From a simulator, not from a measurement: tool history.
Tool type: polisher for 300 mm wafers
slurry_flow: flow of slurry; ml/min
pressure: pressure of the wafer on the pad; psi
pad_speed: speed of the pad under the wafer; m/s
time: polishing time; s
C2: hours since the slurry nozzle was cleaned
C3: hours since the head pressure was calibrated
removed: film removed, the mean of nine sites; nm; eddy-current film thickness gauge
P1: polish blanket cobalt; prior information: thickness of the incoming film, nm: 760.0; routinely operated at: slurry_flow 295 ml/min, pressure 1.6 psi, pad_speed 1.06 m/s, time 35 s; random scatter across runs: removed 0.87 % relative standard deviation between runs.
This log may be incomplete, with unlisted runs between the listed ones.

run 1 hour=7.4 | slurry_flow=295 pressure=1.6 pad_speed=1.06 time=35 | wafers_polished_on_this_pad=654 C2=309.1 C3=996.7 | removed=131.750
run 2 hour=11.0 | slurry_flow=295 pressure=1.6 pad_speed=1.06 time=35 | wafers_polished_on_this_pad=715 C2=312.7 C3=1000.3 | removed=134.540
run 3 hour=18.7 | slurry_flow=295 pressure=2.3 pad_speed=1.06 time=35 | wafers_polished_on_this_pad=846 C2=320.4 C3=1008.0 | removed=190.240
run 4 hour=25.0 | slurry_flow=295 pressure=2.2 pad_speed=1.06 time=21 | wafers_polished_on_this_pad=953 C2=326.7 C3=1014.3 | removed=109.700
-- hour=27.8 head pressure recalibrated
run 5 hour=32.3 | slurry_flow=295 pressure=1.6 pad_speed=1.58 time=35 | wafers_polished_on_this_pad=1077 C2=334.0 C3=4.5 | removed=195.520
run 6 hour=39.7 | slurry_flow=295 pressure=1.6 pad_speed=1.06 time=35 | wafers_polished_on_this_pad=1202 C2=341.4 C3=11.9 | removed=132.560
run 7 hour=46.1 | slurry_flow=295 pressure=1.6 pad_speed=1.06 time=35 | wafers_polished_on_this_pad=1311 C2=347.8 C3=18.3 | removed=132.620
run 8 hour=52.9 | slurry_flow=295 pressure=1.6 pad_speed=1.06 time=24 | wafers_polished_on_this_pad=1426 C2=354.6 C3=25.1 | removed=93.476
run 9 hour=57.9 | slurry_flow=295 pressure=1.6 pad_speed=1.06 time=35 | wafers_polished_on_this_pad=1511 C2=359.6 C3=30.1 | removed=133.870
run 10 hour=65.6 | slurry_flow=295 pressure=1.6 pad_speed=1.06 time=55 | wafers_polished_on_this_pad=1641 C2=367.3 C3=37.8 | removed=208.360
run 11 hour=70.0 | slurry_flow=430 pressure=1.6 pad_speed=1.06 time=35 | wafers_polished_on_this_pad=1716 C2=371.7 C3=42.2 | removed=137.150
run 12 hour=73.5 | slurry_flow=395 pressure=1.6 pad_speed=0.78 time=35 | wafers_polished_on_this_pad=1775 C2=375.2 C3=45.7 | removed=100.040
run 13 hour=77.9 | slurry_flow=295 pressure=1.6 pad_speed=0.70 time=35 | wafers_polished_on_this_pad=1850 C2=379.6 C3=50.1 | removed=87.742
run 14 hour=81.3 | slurry_flow=175 pressure=1.6 pad_speed=1.06 time=35 | wafers_polished_on_this_pad=1908 C2=383.0 C3=53.5 | removed=123.610
run 15 hour=87.7 | slurry_flow=295 pressure=0.7 pad_speed=1.06 time=35 | wafers_polished_on_this_pad=2016 C2=389.4 C3=59.9 | removed=58.782
run 16 hour=93.9 | slurry_flow=215 pressure=1.6 pad_speed=1.06 time=23 | wafers_polished_on_this_pad=2121 C2=395.6 C3=66.1 | removed=84.109
run 17 hour=97.6 | slurry_flow=295 pressure=1.6 pad_speed=1.06 time=35 | wafers_polished_on_this_pad=2184 C2=399.3 C3=69.8 | removed=132.920
run 18 hour=103.3 | slurry_flow=295 pressure=1.6 pad_speed=1.06 time=35 | wafers_polished_on_this_pad=2281 C2=405.0 C3=75.5 | removed=132.790
run 19 hour=107.7 | slurry_flow=295 pressure=1.6 pad_speed=1.06 time=35 | wafers_polished_on_this_pad=2355 C2=409.4 C3=79.9 | removed=130.020
run 20 hour=114.7 | slurry_flow=295 pressure=1.6 pad_speed=1.06 time=35 | wafers_polished_on_this_pad=2474 C2=416.4 C3=86.9 | removed=127.950
run 21 hour=120.7 | slurry_flow=295 pressure=1.6 pad_speed=1.06 time=35 | wafers_polished_on_this_pad=2576 C2=422.4 C3=92.9 | removed=128.560
run 22 hour=128.4 | slurry_flow=295 pressure=1.6 pad_speed=1.06 time=35 | wafers_polished_on_this_pad=2706 C2=430.1 C3=100.6 | removed=127.870
run 23 hour=135.3 | slurry_flow=295 pressure=1.6 pad_speed=1.06 time=35 | wafers_polished_on_this_pad=2823 C2=437.0 C3=107.5 | removed=128.160
-- hour=138.1 worn pad replaced by a new one
run 24 hour=143.0 | slurry_flow=295 pressure=1.6 pad_speed=1.06 time=35 | wafers_polished_on_this_pad=84 C2=444.7 C3=115.2 | removed=127.530
run 25 hour=149.0 | slurry_flow=295 pressure=1.6 pad_speed=1.06 time=35 | wafers_polished_on_this_pad=186 C2=450.7 C3=121.2 | removed=128.890
run 26 hour=155.6 | slurry_flow=295 pressure=1.6 pad_speed=1.06 time=35 | wafers_polished_on_this_pad=298 C2=457.3 C3=127.8 | removed=129.310
run 27 hour=163.4 | slurry_flow=295 pressure=1.6 pad_speed=1.06 time=35 | wafers_polished_on_this_pad=430 C2=465.1 C3=135.6 | removed=128.130
run 28 hour=171.0 | slurry_flow=295 pressure=1.6 pad_speed=1.06 time=35 | wafers_polished_on_this_pad=559 C2=472.7 C3=143.2 | removed=126.850
run 29 hour=176.5 | slurry_flow=295 pressure=1.6 pad_speed=1.06 time=35 | wafers_polished_on_this_pad=652 C2=478.2 C3=148.7 | removed=127.360

What P1 gives has crept away from where it was. These 2 causes fit the log equally well, each at the size given:
A: slurry flow missing at the pad, % = 32.5
B: head's pressure below its setpoint, % = 4.28
Creep in the process output first set in at about hour 103.3.
Other possible causes, and why each is ruled out:
removal rate lost through wear of the pad, %: serviced at hour 138.1, after the drift had started, without restoring the earlier output

Of the 4 check runs below, each run on 5 wafers with the results averaged and each result still a question mark, which one would tell the listed causes apart?
run check 1 hour=182.0 | slurry_flow=295 pressure=1.6 pad_speed=1.46 time=35 | removed=?
run check 2 hour=182.0 | slurry_flow=295 pressure=2.3 pad_speed=1.06 time=35 | removed=?
run check 3 hour=182.0 | slurry_flow=175 pressure=1.6 pad_speed=1.06 time=35 | removed=?
run check 4 hour=182.0 | slurry_flow=295 pressure=2.1 pad_speed=1.06 time=44 | removed=?

Expected result of each check under each candidate cause:
check=check_1 result=removed if_A=175.580 if_B=175.570
check=check_2 result=removed if_A=183.250 if_B=183.240
check=check_3 result=removed if_A=116.560 if_B=119.810
check=check_4 result=removed if_A=210.340 if_B=210.320
Gap, in per cent, between the two causes that each check separates least, read from the result that separates them most: check 1 0.01 %; check 2 0.01 %; check 3 2.75 %; check 4 0.01 %
Of the check runs offered, only check 3 discriminates between the causes; the rest would read about the same regardless of which cause applies.

After running check 3, the following was obtained: removed 119.650 nm. Which cause does this point to?

The correct cause is B, namely: head's pressure below its setpoint, %.
